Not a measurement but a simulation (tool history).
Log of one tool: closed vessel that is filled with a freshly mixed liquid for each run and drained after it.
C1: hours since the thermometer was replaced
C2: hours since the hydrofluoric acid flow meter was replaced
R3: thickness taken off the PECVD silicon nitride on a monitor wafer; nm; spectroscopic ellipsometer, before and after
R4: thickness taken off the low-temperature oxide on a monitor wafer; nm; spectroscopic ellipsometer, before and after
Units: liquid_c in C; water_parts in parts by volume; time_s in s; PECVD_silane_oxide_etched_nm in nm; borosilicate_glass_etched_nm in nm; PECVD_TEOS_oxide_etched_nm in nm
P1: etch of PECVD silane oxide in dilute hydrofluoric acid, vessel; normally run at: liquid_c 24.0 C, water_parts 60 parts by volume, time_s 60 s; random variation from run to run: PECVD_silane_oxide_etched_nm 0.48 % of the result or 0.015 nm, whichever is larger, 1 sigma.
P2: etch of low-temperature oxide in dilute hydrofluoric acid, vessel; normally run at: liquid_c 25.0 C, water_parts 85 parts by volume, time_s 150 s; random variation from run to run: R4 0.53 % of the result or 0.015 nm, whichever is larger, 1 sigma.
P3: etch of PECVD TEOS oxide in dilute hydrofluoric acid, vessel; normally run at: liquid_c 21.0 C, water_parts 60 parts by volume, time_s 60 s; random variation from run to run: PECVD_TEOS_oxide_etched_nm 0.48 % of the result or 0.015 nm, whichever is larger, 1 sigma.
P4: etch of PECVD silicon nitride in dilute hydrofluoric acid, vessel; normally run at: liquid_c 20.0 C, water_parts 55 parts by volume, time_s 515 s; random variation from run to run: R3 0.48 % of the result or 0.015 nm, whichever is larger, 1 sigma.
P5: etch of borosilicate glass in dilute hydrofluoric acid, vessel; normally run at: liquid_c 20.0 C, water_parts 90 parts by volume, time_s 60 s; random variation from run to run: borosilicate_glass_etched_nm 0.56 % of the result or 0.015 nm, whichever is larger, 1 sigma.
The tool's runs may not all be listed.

Run 1, hour 9.2: process P1, liquid_c 24.0 C, water_parts 60 parts by volume, time_s 60 s; C1 1344.2; C2 356.4. Result: PECVD_silane_oxide_etched_nm 19.1740 nm.
Run 2, hour 16.2: process P5, liquid_c 24.0 C, water_parts 90 parts by volume, time_s 60 s; C1 1351.2; C2 363.4. Result: borosilicate_glass_etched_nm 20.8300 nm.
Run 3, hour 27.8: process P1, liquid_c 24.0 C, water_parts 20 parts by volume, time_s 105 s; C1 1362.8; C2 375.0. Result: PECVD_silane_oxide_etched_nm 104.2900 nm.
Run 4, hour 38.8: process P1, liquid_c 27.5 C, water_parts 60 parts by volume, time_s 60 s; C1 1373.8; C2 386.0. Result: PECVD_silane_oxide_etched_nm 21.9590 nm.
Run 5, hour 52.1: process P1, liquid_c 24.0 C, water_parts 60 parts by volume, time_s 60 s; C1 1387.1; C2 399.3. Result: PECVD_silane_oxide_etched_nm 19.0340 nm.
Run 6, hour 59.2: process P5, liquid_c 20.0 C, water_parts 90 parts by volume, time_s 60 s; C1 1394.2; C2 406.4. Result: borosilicate_glass_etched_nm 17.8150 nm.
Run 7, hour 69.9: process P1, liquid_c 24.0 C, water_parts 60 parts by volume, time_s 30 s; C1 1404.9; C2 417.1. Result: PECVD_silane_oxide_etched_nm 9.4621 nm.
Run 8, hour 84.9: process P1, liquid_c 24.0 C, water_parts 60 parts by volume, time_s 60 s; C1 1419.9; C2 432.1. Result: PECVD_silane_oxide_etched_nm 19.2050 nm.
Run 9, hour 98.4: process P5, liquid_c 20.0 C, water_parts 90 parts by volume, time_s 30 s; C1 1433.4; C2 445.6. Result: borosilicate_glass_etched_nm 8.9265 nm.
Run 10, hour 108.4: process P1, liquid_c 17.0 C, water_parts 60 parts by volume, time_s 60 s; C1 1443.4; C2 455.6. Result: PECVD_silane_oxide_etched_nm 14.1270 nm.
Run 11, hour 116.0: process P4, liquid_c 20.0 C, water_parts 30 parts by volume, time_s 515 s; C1 1451.0; C2 463.2. Result: R3 72.248 nm.
Run 12, hour 130.0: process P1, liquid_c 24.0 C, water_parts 60 parts by volume, time_s 60 s; C1 1465.0; C2 477.2. Result: PECVD_silane_oxide_etched_nm 18.8890 nm.
Run 13, hour 143.1: process P4, liquid_c 20.0 C, water_parts 55 parts by volume, time_s 880 s; C1 1478.1; C2 490.3. Result: R3 68.364 nm.
Run 14, hour 151.3: process P5, liquid_c 20.0 C, water_parts 130 parts by volume, time_s 60 s; C1 1486.3; C2 498.5. Result: borosilicate_glass_etched_nm 11.7520 nm.
Run 15, hour 164.1: process P1, liquid_c 24.0 C, water_parts 60 parts by volume, time_s 60 s; C1 1499.1; C2 511.3. Result: PECVD_silane_oxide_etched_nm 19.0300 nm.
Run 16, hour 177.2: process P2, liquid_c 25.0 C, water_parts 85 parts by volume, time_s 30 s; C1 1512.2; C2 524.4. Result: R4 9.2146 nm.
Run 17, hour 184.4: process P3, liquid_c 21.0 C, water_parts 60 parts by volume, time_s 30 s; C1 1519.4; C2 531.6. Result: PECVD_TEOS_oxide_etched_nm 5.2148 nm.
Run 18, hour 199.3: process P1, liquid_c 24.0 C, water_parts 90 parts by volume, time_s 60 s; C1 1534.3; C2 546.5. Result: PECVD_silane_oxide_etched_nm 12.1150 nm.
Run 19, hour 211.7: process P2, liquid_c 25.0 C, water_parts 85 parts by volume, time_s 150 s; C1 1546.7; C2 558.9. Result: R4 45.9420 nm.
Run 20, hour 221.5: process P2, liquid_c 18.0 C, water_parts 85 parts by volume, time_s 150 s; C1 1556.5; C2 568.7. Result: R4 34.9750 nm.
Run 21, hour 228.7: process P3, liquid_c 27.5 C, water_parts 60 parts by volume, time_s 60 s; C1 1563.7; C2 575.9. Result: PECVD_TEOS_oxide_etched_nm 13.7240 nm.
Run 22, hour 239.5: process P3, liquid_c 21.0 C, water_parts 95 parts by volume, time_s 60 s; C1 1574.5; C2 586.7. Result: PECVD_TEOS_oxide_etched_nm 6.3966 nm.
Run 23, hour 247.7: process P1, liquid_c 24.0 C, water_parts 20 parts by volume, time_s 60 s; C1 1582.7; C2 594.9. Result: PECVD_silane_oxide_etched_nm 60.7310 nm.
Run 24, hour 259.8: process P4, liquid_c 20.0 C, water_parts 55 parts by volume, time_s 515 s; C1 1594.8; C2 607.0. Result: R3 39.946 nm.
Run 25, hour 271.4: process P3, liquid_c 21.0 C, water_parts 60 parts by volume, time_s 60 s; C1 1606.4; C2 618.6. Result: PECVD_TEOS_oxide_etched_nm 10.4910 nm.
Run 26, hour 283.3: process P2, liquid_c 25.0 C, water_parts 115 parts by volume, time_s 150 s; C1 1618.3; C2 630.5. Result: R4 32.6850 nm.
Run 27, hour 295.1: process P4, liquid_c 24.0 C, water_parts 55 parts by volume, time_s 515 s; C1 1630.1; C2 642.3. Result: R3 52.643 nm.
Run 28, hour 303.5: process P4, liquid_c 20.0 C, water_parts 55 parts by volume, time_s 515 s; C1 1638.5; C2 650.7. Result: R3 39.832 nm.
Run 29, hour 317.5: process P1, liquid_c 24.0 C, water_parts 60 parts by volume, time_s 95 s; C1 1652.5; C2 664.7. Result: PECVD_silane_oxide_etched_nm 29.8630 nm.
Run 30, hour 329.6: process P1, liquid_c 24.0 C, water_parts 60 parts by volume, time_s 60 s; C1 1664.6; C2 676.8. Result: PECVD_silane_oxide_etched_nm 18.9930 nm.
Run 31, hour 341.9: process P1, liquid_c 24.0 C, water_parts 60 parts by volume, time_s 60 s; C1 1676.9; C2 689.1. Result: PECVD_silane_oxide_etched_nm 19.6890 nm.
Run 32, hour 357.3: process P1, liquid_c 24.0 C, water_parts 60 parts by volume, time_s 60 s; C1 1692.3; C2 704.5. Result: PECVD_silane_oxide_etched_nm 19.9860 nm.
Run 33, hour 368.7: process P1, liquid_c 24.0 C, water_parts 60 parts by volume, time_s 60 s; C1 1703.7; C2 715.9. Result: PECVD_silane_oxide_etched_nm 20.1750 nm.
Run 34, hour 379.6: process P1, liquid_c 24.0 C, water_parts 60 parts by volume, time_s 60 s; C1 1714.6; C2 726.8. Result: PECVD_silane_oxide_etched_nm 20.5490 nm.
Run 35, hour 394.7: process P1, liquid_c 24.0 C, water_parts 60 parts by volume, time_s 60 s; C1 1729.7; C2 741.9. Result: PECVD_silane_oxide_etched_nm 20.2780 nm.
Run 36, hour 402.0: process P1, liquid_c 24.0 C, water_parts 60 parts by volume, time_s 60 s; C1 1737.0; C2 749.2. Result: PECVD_silane_oxide_etched_nm 20.5400 nm.
Run 37, hour 409.0: process P1, liquid_c 24.0 C, water_parts 60 parts by volume, time_s 60 s; C1 1744.0; C2 756.2. Result: PECVD_silane_oxide_etched_nm 20.5220 nm.
Run 38, hour 417.6: process P1, liquid_c 24.0 C, water_parts 60 parts by volume, time_s 60 s; C1 1752.6; C2 764.8. Result: PECVD_silane_oxide_etched_nm 20.4340 nm.

What P1 gives has crept away from where it was. These 2 causes fit the log equally well, each at the size given:
A: hydrofluoric acid flow above the setpoint (%) = 7.69
B: liquid hotter than its thermometer reads (K) = 1.97
The creep began at about hour 329.6.

4 check runs are offered, one wafer each, their results left as question marks. Which one tells the causes apart?
Run check 1, hour 426.2: process P4, liquid_c 20.0 C, water_parts 55 parts by volume, time_s 515 s. Result: R3 ?.
Run check 2, hour 426.2: process P3, liquid_c 21.0 C, water_parts 60 parts by volume, time_s 60 s. Result: PECVD_TEOS_oxide_etched_nm ?.
Run check 3, hour 426.2: process P5, liquid_c 20.0 C, water_parts 90 parts by volume, time_s 60 s. Result: borosilicate_glass_etched_nm ?.
Run check 4, hour 426.2: process P2, liquid_c 25.0 C, water_parts 85 parts by volume, time_s 150 s. Result: R4 ?.

What each check would give under each cause:
  check                        result     if A     if B
check 1                            R3   42.973   45.787
check 2    PECVD_TEOS_oxide_etched_nm  11.4280  11.4570
check 3  borosilicate_glass_etched_nm  19.3560  19.3420
check 4                            R4  50.0260  49.8070
How far apart the two closest causes lie, in the result that separates them most: check 1 6.34 %; check 2 0.25 %; check 3 0.07 %; check 4 0.44 %
Check 1 tells the causes apart: in the others they would give nearly the same result.

Then check 1 was run and gave: R3 46.011 nm. Which cause is it?

It is B: liquid hotter than its thermometer reads (K).
